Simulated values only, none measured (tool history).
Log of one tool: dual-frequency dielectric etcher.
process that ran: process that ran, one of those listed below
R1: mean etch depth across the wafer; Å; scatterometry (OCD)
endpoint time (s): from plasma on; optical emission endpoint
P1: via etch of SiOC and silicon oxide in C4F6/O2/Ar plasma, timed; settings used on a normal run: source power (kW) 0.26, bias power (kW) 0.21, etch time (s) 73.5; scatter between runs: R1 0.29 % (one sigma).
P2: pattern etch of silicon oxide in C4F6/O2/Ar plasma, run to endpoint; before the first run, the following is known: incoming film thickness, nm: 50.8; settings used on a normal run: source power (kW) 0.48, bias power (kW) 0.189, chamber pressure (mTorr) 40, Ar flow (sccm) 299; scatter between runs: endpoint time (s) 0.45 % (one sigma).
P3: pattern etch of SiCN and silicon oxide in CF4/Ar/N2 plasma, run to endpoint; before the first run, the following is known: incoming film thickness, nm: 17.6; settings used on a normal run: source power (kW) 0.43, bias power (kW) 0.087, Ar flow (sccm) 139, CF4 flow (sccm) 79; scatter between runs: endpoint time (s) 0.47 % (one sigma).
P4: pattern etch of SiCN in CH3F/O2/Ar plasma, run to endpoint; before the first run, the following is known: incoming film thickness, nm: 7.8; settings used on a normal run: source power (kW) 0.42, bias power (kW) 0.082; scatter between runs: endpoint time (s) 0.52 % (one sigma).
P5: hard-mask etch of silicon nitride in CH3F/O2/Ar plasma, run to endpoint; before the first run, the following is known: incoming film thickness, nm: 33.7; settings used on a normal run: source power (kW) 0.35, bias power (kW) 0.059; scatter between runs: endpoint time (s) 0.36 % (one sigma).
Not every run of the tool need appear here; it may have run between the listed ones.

Run 1, hour 11.5: process that ran P1, source power (kW) 0.26, bias power (kW) 0.21, etch time (s) 73.5. Result: R1 754.67 Å.
Run 2, hour 27.4: process that ran P1, source power (kW) 0.26, bias power (kW) 0.21, etch time (s) 73.5. Result: R1 751.49 Å.
Run 3, hour 38.2: process that ran P2, source power (kW) 0.48, bias power (kW) 0.255, chamber pressure (mTorr) 40, Ar flow (sccm) 299. Result: endpoint time (s) 13.596.
Run 4, hour 56: process that ran P1, source power (kW) 0.26, bias power (kW) 0.21, etch time (s) 73.5. Result: R1 754.78 Å.
Run 5, hour 73.1: process that ran P1, source power (kW) 0.26, bias power (kW) 0.27, etch time (s) 73.5. Result: R1 822.31 Å.
Run 6, hour 81.6: process that ran P1, source power (kW) 0.26, bias power (kW) 0.21, etch time (s) 73.5. Result: R1 753.26 Å.
Run 7, hour 99: process that ran P1, source power (kW) 0.26, bias power (kW) 0.21, etch time (s) 73.5. Result: R1 756.72 Å.
Run 8, hour 109.1: process that ran P2, source power (kW) 0.48, bias power (kW) 0.189, chamber pressure (mTorr) 56, Ar flow (sccm) 299. Result: endpoint time (s) 15.457.
Run 9, hour 118.9: process that ran P2, source power (kW) 0.48, bias power (kW) 0.189, chamber pressure (mTorr) 40, Ar flow (sccm) 227. Result: endpoint time (s) 14.431.
Run 10, hour 134.5: process that ran P3, source power (kW) 0.43, bias power (kW) 0.087, Ar flow (sccm) 139, CF4 flow (sccm) 51. Result: endpoint time (s) 21.488.
Run 11, hour 149.2: process that ran P1, source power (kW) 0.26, bias power (kW) 0.146, etch time (s) 73.5. Result: R1 666.34 Å.
Run 12, hour 158.2: process that ran P3, source power (kW) 0.43, bias power (kW) 0.062, Ar flow (sccm) 139, CF4 flow (sccm) 79. Result: endpoint time (s) 22.553.
Run 13, hour 166.6: process that ran P1, source power (kW) 0.26, bias power (kW) 0.21, etch time (s) 90. Result: R1 920.44 Å.
Run 14, hour 176.9: process that ran P1, source power (kW) 0.26, bias power (kW) 0.21, etch time (s) 73.5. Result: R1 754.48 Å.
Run 15, hour 186.2: process that ran P1, source power (kW) 0.34, bias power (kW) 0.21, etch time (s) 73.5. Result: R1 839.55 Å.
Run 16, hour 203: process that ran P2, source power (kW) 0.48, bias power (kW) 0.189, chamber pressure (mTorr) 40, Ar flow (sccm) 299. Result: endpoint time (s) 14.941.
Run 17, hour 217.9: process that ran P3, source power (kW) 0.26, bias power (kW) 0.087, Ar flow (sccm) 139, CF4 flow (sccm) 79. Result: endpoint time (s) 31.172.
Run 18, hour 229.3: process that ran P4, source power (kW) 0.42, bias power (kW) 0.082. Result: endpoint time (s) 19.685.
Run 19, hour 242.8: process that ran P1, source power (kW) 0.18, bias power (kW) 0.142, etch time (s) 73.5. Result: R1 572.27 Å.
Run 20, hour 255.7: process that ran P5, source power (kW) 0.35, bias power (kW) 0.059. Result: endpoint time (s) 54.976.
Run 21, hour 268.9: process that ran P4, source power (kW) 0.42, bias power (kW) 0.051. Result: endpoint time (s) 23.184.
Run 22, hour 279.7: process that ran P5, source power (kW) 0.49, bias power (kW) 0.059. Result: endpoint time (s) 48.335.
Run 23, hour 293.1: process that ran P5, source power (kW) 0.35, bias power (kW) 0.038. Result: endpoint time (s) 62.907.
Run 24, hour 305.3: process that ran P2, source power (kW) 0.65, bias power (kW) 0.189, chamber pressure (mTorr) 40, Ar flow (sccm) 299. Result: endpoint time (s) 13.254.
Run 25, hour 313.2: process that ran P1, source power (kW) 0.2, bias power (kW) 0.21, etch time (s) 73.5. Result: R1 684.52 Å.
At hour 320.6: wet clean of the chamber.
Run 26, hour 321.4: process that ran P1, source power (kW) 0.26, bias power (kW) 0.21, etch time (s) 46. Result: R1 472.31 Å.
Run 27, hour 335.3: process that ran P3, source power (kW) 0.43, bias power (kW) 0.087, Ar flow (sccm) 89, CF4 flow (sccm) 79. Result: endpoint time (s) 18.95.
Run 28, hour 352.3: process that ran P3, source power (kW) 0.43, bias power (kW) 0.087, Ar flow (sccm) 139, CF4 flow (sccm) 79. Result: endpoint time (s) 20.132.
Run 29, hour 367.5: process that ran P4, source power (kW) 0.58, bias power (kW) 0.082. Result: endpoint time (s) 17.454.
Run 30, hour 383.1: process that ran P1, source power (kW) 0.26, bias power (kW) 0.21, etch time (s) 73.5. Result: R1 754.75 Å.
Run 31, hour 391.7: process that ran P1, source power (kW) 0.26, bias power (kW) 0.21, etch time (s) 73.5. Result: R1 752.47 Å.
Run 32, hour 403.9: process that ran P1, source power (kW) 0.26, bias power (kW) 0.21, etch time (s) 73.5. Result: R1 745.06 Å.
Run 33, hour 415.2: process that ran P1, source power (kW) 0.26, bias power (kW) 0.21, etch time (s) 73.5. Result: R1 746.03 Å.
At hour 425.5: wet clean of the chamber.
Run 34, hour 427.7: process that ran P1, source power (kW) 0.26, bias power (kW) 0.21, etch time (s) 73.5. Result: R1 742.73 Å.
Run 35, hour 439.2: process that ran P1, source power (kW) 0.26, bias power (kW) 0.21, etch time (s) 73.5. Result: R1 743.41 Å.
Run 36, hour 455.8: process that ran P1, source power (kW) 0.26, bias power (kW) 0.21, etch time (s) 73.5. Result: R1 745.35 Å.
Run 37, hour 471.2: process that ran P1, source power (kW) 0.26, bias power (kW) 0.21, etch time (s) 73.5. Result: R1 743.29 Å.
Run 38, hour 480.4: process that ran P1, source power (kW) 0.26, bias power (kW) 0.21, etch time (s) 73.5. Result: R1 740.13 Å.
Run 39, hour 492.6: process that ran P1, source power (kW) 0.26, bias power (kW) 0.21, etch time (s) 73.5. Result: R1 743.69 Å.

What P1 gives has crept off from where it sat before. The 2 causes that follow fit the log equally well, each at the size noted:
A: source power that arrives under what is set, % = 4.22
B: bias power that arrives under what is set, % = 4.71
The creep began at about hour 383.1.
What rules out each remaining cause:
chamber walls in a state that lowers the etch rate, %: maintenance at hour 425.5, after the shift began, did not return the process to its former output

Which of the check runs below tells the causes apart, meaning the causes would give it clearly different results? Each run uses 3 wafers whose results are averaged, and each result is shown as a question mark.
Run check 1, hour 504.8: process that ran P5, source power (kW) 0.44, bias power (kW) 0.042. Result: endpoint time (s) ?.
Run check 2, hour 504.8: process that ran P2, source power (kW) 0.61, bias power (kW) 0.189, chamber pressure (mTorr) 40, Ar flow (sccm) 299. Result: endpoint time (s) ?.
Run check 3, hour 504.8: process that ran P3, source power (kW) 0.27, bias power (kW) 0.067, Ar flow (sccm) 139, CF4 flow (sccm) 79. Result: endpoint time (s) ?.
Run check 4, hour 504.8: process that ran P4, source power (kW) 0.42, bias power (kW) 0.057. Result: endpoint time (s) ?.

What each check would give under each cause:
  check             result    if A    if B
check 1  endpoint time (s)  56.787  56.621
check 2  endpoint time (s)  13.791  13.763
check 3  endpoint time (s)  34.402  33.698
check 4  endpoint time (s)  22.642  22.631
Per-check spread between the two closest causes, in the result where they differ most: check 1 0.29 %; check 2 0.21 %; check 3 2.07 %; check 4 0.05 %
Check 3 is the one run that separates the causes; every other check would come out nearly the same whichever cause is at work.

Running check 3 produced the following: endpoint time (s) 34.393. Which one of the listed causes fits?

The correct cause is A, namely: source power that arrives under what is set, %.
